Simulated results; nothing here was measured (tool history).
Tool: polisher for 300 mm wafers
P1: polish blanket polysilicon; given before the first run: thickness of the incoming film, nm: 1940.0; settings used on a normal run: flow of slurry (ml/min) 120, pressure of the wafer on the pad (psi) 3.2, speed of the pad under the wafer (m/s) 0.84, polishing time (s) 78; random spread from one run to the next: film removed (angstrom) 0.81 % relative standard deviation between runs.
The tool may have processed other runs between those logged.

run,hour,flow of slurry (ml/min),pressure of the wafer on the pad (psi),speed of the pad under the wafer (m/s),polishing time (s),wafers polished on this pad,hours since the slurry nozzle was cleaned,hours since the head pressure was calibrated,film removed (angstrom)
1,9.8,120,3.2,0.84,78,522,340.4,441.6,6542.0
2,19.9,120,3.2,1.24,78,590,350.5,451.7,9681.5
3,30.0,70,3.2,0.84,78,657,360.6,461.8,5685.2
4,45.3,180,3.2,0.84,78,760,375.9,477.1,7071.5
5,62.1,120,3.2,0.84,78,872,392.7,493.9,6648.2
6,76.5,120,4.5,0.84,78,968,407.1,508.3,9323.1
7,89.8,120,3.2,0.84,78,1057,420.4,521.6,6626.6
8,105.9,120,1.7,0.84,78,1165,436.5,537.7,3478.2
# hour 122.4: slurry nozzle cleaned
9,123.6,150,4.8,0.84,78,1283,1.2,555.4,10339.0
10,141.9,120,3.2,0.84,114,1405,19.5,573.7,9621.3
11,152.1,120,3.2,0.38,78,1473,29.7,583.9,2954.1
12,164.2,70,2.0,0.84,78,1554,41.8,596.0,3590.3
13,177.0,120,3.2,0.84,38,1640,54.6,608.8,3206.5
14,195.1,120,3.2,0.84,78,1761,72.7,626.9,6501.6
15,209.0,120,3.2,0.84,78,1854,86.6,640.8,6532.2
16,217.7,120,3.2,0.84,78,1912,95.3,649.5,6565.5
17,235.8,120,3.2,0.84,78,2033,113.4,667.6,6670.0
18,246.3,120,3.2,0.84,78,2103,123.9,678.1,6433.0
19,263.4,120,3.2,0.84,78,2217,141.0,695.2,6289.6
20,273.4,120,3.2,0.84,78,2284,151.0,705.2,6152.0
21,286.1,120,3.2,0.84,78,2369,163.7,717.9,6052.3
22,298.0,120,3.2,0.84,78,2449,175.6,729.8,5998.5
# hour 303.9: worn pad replaced by a new one
23,307.9,120,3.2,0.84,78,27,185.5,739.7,6002.5
24,317.9,120,3.2,0.84,78,94,195.5,749.7,5949.5
25,330.4,120,3.2,0.84,78,177,208.0,762.2,5956.5
26,346.6,120,3.2,0.84,78,285,224.2,778.4,5970.9
27,356.2,120,3.2,0.84,78,350,233.8,788.0,5899.1
28,367.0,120,3.2,0.84,78,422,244.6,798.8,5947.2

Compared with where it was, what P1 gives has crept away. Each cause listed below fits the log as well as the rest, at the size given for it:
A: slurry flow missing at the pad, % = 34.7
B: head's pressure below its setpoint, % = 10.5
The drift started at roughly hour 235.8.
Excluded causes, each with its reason:
removal rate lost through wear of the pad, %: serviced at hour 303.9, after the change had begun; the process did not return to its earlier output

Each of the check runs listed below is run on 3 wafers and reports their average, with the results left as question marks. Pick the one under which the possible causes would lead to clearly different results.
check 1,377.8,180,4.2,0.84,78,,,,?
check 2,377.8,120,3.2,1.14,78,,,,?
check 3,377.8,120,3.2,0.40,52,,,,?
check 4,377.8,120,4.0,0.84,78,,,,?

If the cause were each of the candidates in turn, the checks would give the following:
check,result,if A,if B
check 1,film removed (angstrom),8620.3,8330.8
check 2,film removed (angstrom),8016.6,8013.3
check 3,film removed (angstrom),1875.2,1874.5
check 4,film removed (angstrom),7383.7,7380.7
Smallest distance between any two causes, each pair judged by its most separating result, in per cent: check 1 3.42 %; check 2 0.04 %; check 3 0.04 %; check 4 0.04 %
The other checks would show nearly matching results whichever cause is true, so check 1 is the only one that separates the causes.

Here is what check 1 returned: film removed (angstrom) 8543.1. Which cause is it?

A is the cause: slurry flow missing at the pad, %.

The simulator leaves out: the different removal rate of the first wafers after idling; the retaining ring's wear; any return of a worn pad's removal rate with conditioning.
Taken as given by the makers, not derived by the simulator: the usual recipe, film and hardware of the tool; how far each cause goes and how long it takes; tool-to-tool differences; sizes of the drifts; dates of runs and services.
